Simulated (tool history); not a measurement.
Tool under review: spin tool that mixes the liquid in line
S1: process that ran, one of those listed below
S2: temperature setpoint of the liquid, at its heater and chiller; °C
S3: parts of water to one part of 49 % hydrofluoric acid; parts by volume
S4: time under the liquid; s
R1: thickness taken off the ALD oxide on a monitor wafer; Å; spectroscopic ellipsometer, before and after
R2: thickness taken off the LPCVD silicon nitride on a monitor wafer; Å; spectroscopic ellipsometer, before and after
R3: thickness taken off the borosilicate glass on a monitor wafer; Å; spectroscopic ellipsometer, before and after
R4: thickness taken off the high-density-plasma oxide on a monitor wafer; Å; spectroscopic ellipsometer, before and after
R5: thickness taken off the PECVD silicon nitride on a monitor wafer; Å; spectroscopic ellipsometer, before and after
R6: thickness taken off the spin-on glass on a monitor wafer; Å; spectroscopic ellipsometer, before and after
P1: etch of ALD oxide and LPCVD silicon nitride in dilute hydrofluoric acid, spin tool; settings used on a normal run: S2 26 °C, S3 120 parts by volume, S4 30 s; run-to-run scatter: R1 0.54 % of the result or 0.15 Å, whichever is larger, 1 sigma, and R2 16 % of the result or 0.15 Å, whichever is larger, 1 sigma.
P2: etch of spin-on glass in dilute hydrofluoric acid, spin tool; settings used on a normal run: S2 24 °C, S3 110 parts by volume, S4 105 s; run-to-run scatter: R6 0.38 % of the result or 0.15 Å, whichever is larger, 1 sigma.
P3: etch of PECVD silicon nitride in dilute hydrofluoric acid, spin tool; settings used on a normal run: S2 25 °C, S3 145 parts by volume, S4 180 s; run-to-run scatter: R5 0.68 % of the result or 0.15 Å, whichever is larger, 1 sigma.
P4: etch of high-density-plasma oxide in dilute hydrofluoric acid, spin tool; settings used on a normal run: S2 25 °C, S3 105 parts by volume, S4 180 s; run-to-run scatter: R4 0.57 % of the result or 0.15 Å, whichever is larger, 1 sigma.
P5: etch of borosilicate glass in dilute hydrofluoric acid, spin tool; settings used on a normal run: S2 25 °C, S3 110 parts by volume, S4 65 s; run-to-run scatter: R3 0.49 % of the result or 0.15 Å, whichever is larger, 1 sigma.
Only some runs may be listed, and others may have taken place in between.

run   hour  S1    S2   S3   S4      R1       R2      R3      R4      R5      R6
  1   14.6  P1    26  120   30  87.571   1.5757
  2   29.6  P5  32.5  110   65                   306.42
  3     40  P4    25   35  180                           342.01
  4   47.1  P4    25  105  180                           104.26
  5   55.3  P5    25   65   65                   418.16
  6   67.6  P1    22  120   30  73.604  0.76007
  7   75.4  P1    26  120   30  87.031    1.022
  8   87.6  P5    25  110   65                   231.81
  9  102.8  P1    26  120   30   87.52   1.6267
 10    111  P3  19.5  145  180                                   23.625
 11  119.4  P1    26  120   30  87.965   1.3674
 12    128  P1    26  120   15   43.29  0.78818
 13  138.9  P2  28.5  110  105                                           586.84
 14  150.9  P1    26   40   30  290.43   4.0907
 15    163  P1    26  170   30   57.64   1.0705
 16  170.5  P2    24  110  105                                           492.08
 17  183.5  P3    25  145  180                                   34.122
 18  192.3  P1    31  120   30  104.33   1.2312
 19  201.8  P2    24  110  105                                           495.65
 20  209.7  P1    26   60   15  94.411   1.2627
 21  217.1  P2    24   30  105                                             1998
 22    232  P4    17  105  180                            74.43
 23  242.7  P3    25  145  350                                   66.336
 24  255.7  P3    25  195  180                                   24.806
 25  267.7  P1    26  120   60  176.26   2.4449
 26    282  P2    24  110  165                                           772.33
 27  293.1  P1    26  120   30  87.102  0.98783
 28  304.1  P4    25  105  315                           183.05
 29  318.3  P5    25  110   25                   89.873
 30  329.9  P1    26  120   30  87.853  0.98537
 31  340.8  P1    26  120   30  83.756   1.4809
 32    348  P1    26  120   30  83.369   1.4844
 33  362.5  P1    26  120   30  81.478  0.72186

What will run 34 give?
 34  376.9  P1  26  120  30   ?   ?

R1: 80.292 Å
R2: 1.1712 Å
